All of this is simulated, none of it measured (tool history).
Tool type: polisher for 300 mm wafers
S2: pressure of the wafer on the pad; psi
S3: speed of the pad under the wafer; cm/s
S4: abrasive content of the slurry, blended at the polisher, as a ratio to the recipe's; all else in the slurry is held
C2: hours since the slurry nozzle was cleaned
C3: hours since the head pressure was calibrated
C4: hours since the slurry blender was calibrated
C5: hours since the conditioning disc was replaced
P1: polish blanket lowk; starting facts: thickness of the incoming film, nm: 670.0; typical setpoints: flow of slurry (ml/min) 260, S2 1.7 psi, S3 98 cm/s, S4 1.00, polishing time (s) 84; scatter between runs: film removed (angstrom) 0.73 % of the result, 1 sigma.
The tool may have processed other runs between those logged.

run 1 hour=12.5 | flow_of_slurry_(ml/min)=260 S2=1.7 S3=98 S4=1.00 polishing_time_(s)=84 | wafers_polished_on_this_pad=222 C2=277.9 C3=178.9 C4=168.4 C5=100.1 | film_removed_(angstrom)=246.26
run 2 hour=24.8 | flow_of_slurry_(ml/min)=260 S2=1.7 S3=98 S4=1.35 polishing_time_(s)=84 | wafers_polished_on_this_pad=345 C2=290.2 C3=191.2 C4=180.7 C5=112.4 | film_removed_(angstrom)=280.90
run 3 hour=32.9 | flow_of_slurry_(ml/min)=260 S2=1.7 S3=154 S4=1.00 polishing_time_(s)=84 | wafers_polished_on_this_pad=426 C2=298.3 C3=199.3 C4=188.8 C5=120.5 | film_removed_(angstrom)=354.96
run 4 hour=44.8 | flow_of_slurry_(ml/min)=260 S2=2.2 S3=98 S4=1.00 polishing_time_(s)=124 | wafers_polished_on_this_pad=546 C2=310.2 C3=211.2 C4=200.7 C5=132.4 | film_removed_(angstrom)=465.62
run 5 hour=56.3 | flow_of_slurry_(ml/min)=260 S2=1.7 S3=98 S4=1.00 polishing_time_(s)=118 | wafers_polished_on_this_pad=661 C2=321.7 C3=222.7 C4=212.2 C5=143.9 | film_removed_(angstrom)=351.87
run 6 hour=64.6 | flow_of_slurry_(ml/min)=260 S2=2.4 S3=98 S4=1.00 polishing_time_(s)=84 | wafers_polished_on_this_pad=744 C2=330.0 C3=231.0 C4=220.5 C5=152.2 | film_removed_(angstrom)=352.99
run 7 hour=76.6 | flow_of_slurry_(ml/min)=155 S2=1.7 S3=98 S4=1.00 polishing_time_(s)=84 | wafers_polished_on_this_pad=864 C2=342.0 C3=243.0 C4=232.5 C5=164.2 | film_removed_(angstrom)=227.84
run 8 hour=90.7 | flow_of_slurry_(ml/min)=400 S2=1.7 S3=98 S4=1.00 polishing_time_(s)=84 | wafers_polished_on_this_pad=1005 C2=356.1 C3=257.1 C4=246.6 C5=178.3 | film_removed_(angstrom)=254.61
-- hour=99.5 slurry blender recalibrated
run 9 hour=100.7 | flow_of_slurry_(ml/min)=260 S2=2.5 S3=98 S4=1.00 polishing_time_(s)=122 | wafers_polished_on_this_pad=1105 C2=366.1 C3=267.1 C4=1.2 C5=188.3 | film_removed_(angstrom)=523.10
-- hour=107.0 conditioning disc replaced and pad reconditioned
-- hour=109.2 worn pad replaced by a new one
run 10 hour=110.2 | flow_of_slurry_(ml/min)=260 S2=1.7 S3=98 S4=0.50 polishing_time_(s)=84 | wafers_polished_on_this_pad=10 C2=375.6 C3=276.6 C4=10.7 C5=3.3 | film_removed_(angstrom)=168.67
run 11 hour=123.9 | flow_of_slurry_(ml/min)=260 S2=1.7 S3=98 S4=1.00 polishing_time_(s)=61 | wafers_polished_on_this_pad=147 C2=389.3 C3=290.3 C4=24.4 C5=17.0 | film_removed_(angstrom)=180.17
run 12 hour=131.7 | flow_of_slurry_(ml/min)=260 S2=1.7 S3=98 S4=1.00 polishing_time_(s)=84 | wafers_polished_on_this_pad=226 C2=397.1 C3=298.1 C4=32.2 C5=24.8 | film_removed_(angstrom)=249.49
run 13 hour=142.1 | flow_of_slurry_(ml/min)=260 S2=1.7 S3=98 S4=1.00 polishing_time_(s)=84 | wafers_polished_on_this_pad=330 C2=407.5 C3=308.5 C4=42.6 C5=35.2 | film_removed_(angstrom)=249.25
run 14 hour=154.2 | flow_of_slurry_(ml/min)=320 S2=1.7 S3=142 S4=1.00 polishing_time_(s)=84 | wafers_polished_on_this_pad=451 C2=419.6 C3=320.6 C4=54.7 C5=47.3 | film_removed_(angstrom)=342.84
run 15 hour=165.8 | flow_of_slurry_(ml/min)=260 S2=0.8 S3=98 S4=1.00 polishing_time_(s)=84 | wafers_polished_on_this_pad=567 C2=431.2 C3=332.2 C4=66.3 C5=58.9 | film_removed_(angstrom)=115.74

Run 16, settings as shown, results not yet in. Your forecast:
run 16 hour=177.2 | flow_of_slurry_(ml/min)=260 S2=1.7 S3=98 S4=1.00 polishing_time_(s)=84 | wafers_polished_on_this_pad=681 C2=442.6 C3=343.6 C4=77.7 C5=70.3 | film_removed_(angstrom)=?

{"run 16": {"film removed (angstrom)": 244.16}}
